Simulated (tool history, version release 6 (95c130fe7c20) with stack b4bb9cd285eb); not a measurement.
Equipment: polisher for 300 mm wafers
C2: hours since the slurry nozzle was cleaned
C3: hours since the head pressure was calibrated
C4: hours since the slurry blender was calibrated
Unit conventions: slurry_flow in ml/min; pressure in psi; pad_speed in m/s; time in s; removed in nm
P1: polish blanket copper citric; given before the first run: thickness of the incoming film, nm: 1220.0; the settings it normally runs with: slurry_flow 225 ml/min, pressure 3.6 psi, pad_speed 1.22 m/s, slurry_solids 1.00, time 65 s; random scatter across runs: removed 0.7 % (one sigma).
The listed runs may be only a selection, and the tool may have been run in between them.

run 1 hour=6.5 | slurry_flow=225 pressure=3.6 pad_speed=1.22 slurry_solids=1.00 time=65 | wafers_polished_on_this_pad=244 C2=320.9 C3=676.1 C4=209.7 | removed=209.830
run 2 hour=14.7 | slurry_flow=225 pressure=1.6 pad_speed=1.22 slurry_solids=1.00 time=65 | wafers_polished_on_this_pad=347 C2=329.1 C3=684.3 C4=217.9 | removed=94.612
run 3 hour=23.1 | slurry_flow=225 pressure=3.6 pad_speed=1.22 slurry_solids=0.50 time=65 | wafers_polished_on_this_pad=453 C2=337.5 C3=692.7 C4=226.3 | removed=178.770
run 4 hour=28.9 | slurry_flow=225 pressure=3.6 pad_speed=1.22 slurry_solids=1.00 time=29 | wafers_polished_on_this_pad=527 C2=343.3 C3=698.5 C4=232.1 | removed=91.341
run 5 hour=36.4 | slurry_flow=225 pressure=3.6 pad_speed=1.22 slurry_solids=1.00 time=65 | wafers_polished_on_this_pad=621 C2=350.8 C3=706.0 C4=239.6 | removed=205.620
run 6 hour=44.3 | slurry_flow=225 pressure=3.6 pad_speed=0.58 slurry_solids=1.00 time=65 | wafers_polished_on_this_pad=721 C2=358.7 C3=713.9 C4=247.5 | removed=100.810
run 7 hour=49.7 | slurry_flow=225 pressure=3.6 pad_speed=1.22 slurry_solids=1.00 time=65 | wafers_polished_on_this_pad=789 C2=364.1 C3=719.3 C4=252.9 | removed=205.100
run 8 hour=58.6 | slurry_flow=225 pressure=5.1 pad_speed=0.62 slurry_solids=1.00 time=65 | wafers_polished_on_this_pad=902 C2=373.0 C3=728.2 C4=261.8 | removed=149.060
run 9 hour=67.6 | slurry_flow=225 pressure=3.6 pad_speed=1.22 slurry_solids=1.00 time=98 | wafers_polished_on_this_pad=1015 C2=382.0 C3=737.2 C4=270.8 | removed=313.500
run 10 hour=74.3 | slurry_flow=225 pressure=3.6 pad_speed=1.22 slurry_solids=1.00 time=65 | wafers_polished_on_this_pad=1100 C2=388.7 C3=743.9 C4=277.5 | removed=207.510
-- hour=82.9 slurry nozzle cleaned
run 11 hour=83.5 | slurry_flow=225 pressure=5.7 pad_speed=1.22 slurry_solids=1.00 time=65 | wafers_polished_on_this_pad=1216 C2=0.7 C3=753.1 C4=286.7 | removed=320.230
run 12 hour=92.1 | slurry_flow=225 pressure=3.6 pad_speed=1.86 slurry_solids=1.00 time=65 | wafers_polished_on_this_pad=1324 C2=9.3 C3=761.7 C4=295.3 | removed=317.650
run 13 hour=101.9 | slurry_flow=135 pressure=3.6 pad_speed=1.22 slurry_solids=1.00 time=65 | wafers_polished_on_this_pad=1448 C2=19.1 C3=771.5 C4=305.1 | removed=191.620
run 14 hour=108.7 | slurry_flow=225 pressure=3.6 pad_speed=1.22 slurry_solids=1.00 time=65 | wafers_polished_on_this_pad=1534 C2=25.9 C3=778.3 C4=311.9 | removed=205.220
run 15 hour=115.9 | slurry_flow=225 pressure=3.6 pad_speed=1.22 slurry_solids=1.35 time=65 | wafers_polished_on_this_pad=1625 C2=33.1 C3=785.5 C4=319.1 | removed=223.310
run 16 hour=123.2 | slurry_flow=340 pressure=3.6 pad_speed=1.22 slurry_solids=1.00 time=65 | wafers_polished_on_this_pad=1717 C2=40.4 C3=792.8 C4=326.4 | removed=214.980
run 17 hour=130.4 | slurry_flow=225 pressure=3.6 pad_speed=1.22 slurry_solids=1.00 time=65 | wafers_polished_on_this_pad=1808 C2=47.6 C3=800.0 C4=333.6 | removed=207.860
run 18 hour=138.0 | slurry_flow=225 pressure=3.6 pad_speed=1.22 slurry_solids=1.00 time=65 | wafers_polished_on_this_pad=1904 C2=55.2 C3=807.6 C4=341.2 | removed=202.400
run 19 hour=145.5 | slurry_flow=225 pressure=3.6 pad_speed=1.22 slurry_solids=1.00 time=65 | wafers_polished_on_this_pad=1999 C2=62.7 C3=815.1 C4=348.7 | removed=197.690
run 20 hour=154.9 | slurry_flow=225 pressure=3.6 pad_speed=1.22 slurry_solids=1.00 time=65 | wafers_polished_on_this_pad=2117 C2=72.1 C3=824.5 C4=358.1 | removed=197.890
-- hour=155.4 slurry blender recalibrated
-- hour=157.8 head pressure recalibrated
run 21 hour=163.2 | slurry_flow=225 pressure=3.6 pad_speed=1.22 slurry_solids=1.00 time=65 | wafers_polished_on_this_pad=2222 C2=80.4 C3=5.5 C4=7.8 | removed=196.750
run 22 hour=170.2 | slurry_flow=225 pressure=3.6 pad_speed=1.22 slurry_solids=1.00 time=65 | wafers_polished_on_this_pad=2310 C2=87.4 C3=12.5 C4=14.8 | removed=193.410
run 23 hour=175.3 | slurry_flow=225 pressure=3.6 pad_speed=1.22 slurry_solids=1.00 time=65 | wafers_polished_on_this_pad=2375 C2=92.5 C3=17.6 C4=19.9 | removed=194.190

What P1 gives has crept off from where it sat before. The 2 causes that follow fit the log equally well, each at the size noted:
A: slurry flow missing at the pad, % = 33
B: removal rate lost through wear of the pad, % = 5.56
The creep began at about hour 130.4.
All other causes, with the reason each is excluded:
head's pressure below its setpoint, %: serviced at hour 157.8, which brought nothing back
abrasive missing from the slurry, %: serviced at hour 155.4, which brought nothing back

4 check runs are offered, each on 3 wafers whose results are averaged, their results left as question marks. Which one tells the causes apart?
run check 1 hour=180.4 | slurry_flow=225 pressure=1.8 pad_speed=0.70 slurry_solids=1.00 time=65 | removed=?
run check 2 hour=180.4 | slurry_flow=225 pressure=3.6 pad_speed=1.78 slurry_solids=1.00 time=33 | removed=?
run check 3 hour=180.4 | slurry_flow=135 pressure=5.4 pad_speed=1.22 slurry_solids=1.00 time=65 | removed=?
run check 4 hour=180.4 | slurry_flow=225 pressure=3.6 pad_speed=0.78 slurry_solids=0.55 time=65 | removed=?

What each check would give under each cause:
check=check_1 result=removed if_A=58.307 if_B=58.308
check=check_2 result=removed if_A=143.840 if_B=143.850
check=check_3 result=removed if_A=260.530 if_B=269.590
check=check_4 result=removed if_A=111.340 if_B=111.340
Separation of the two closest causes in each check, using whichever result separates them best: check 1 0 %; check 2 0 %; check 3 3.42 %; check 4 0 %
Check 3 is the one run that separates the causes; every other check would come out nearly the same whichever cause is at work.

The results of check 3 are: removed 269.230 nm. Based on these, which of the listed causes is it?

It is B: removal rate lost through wear of the pad, %.
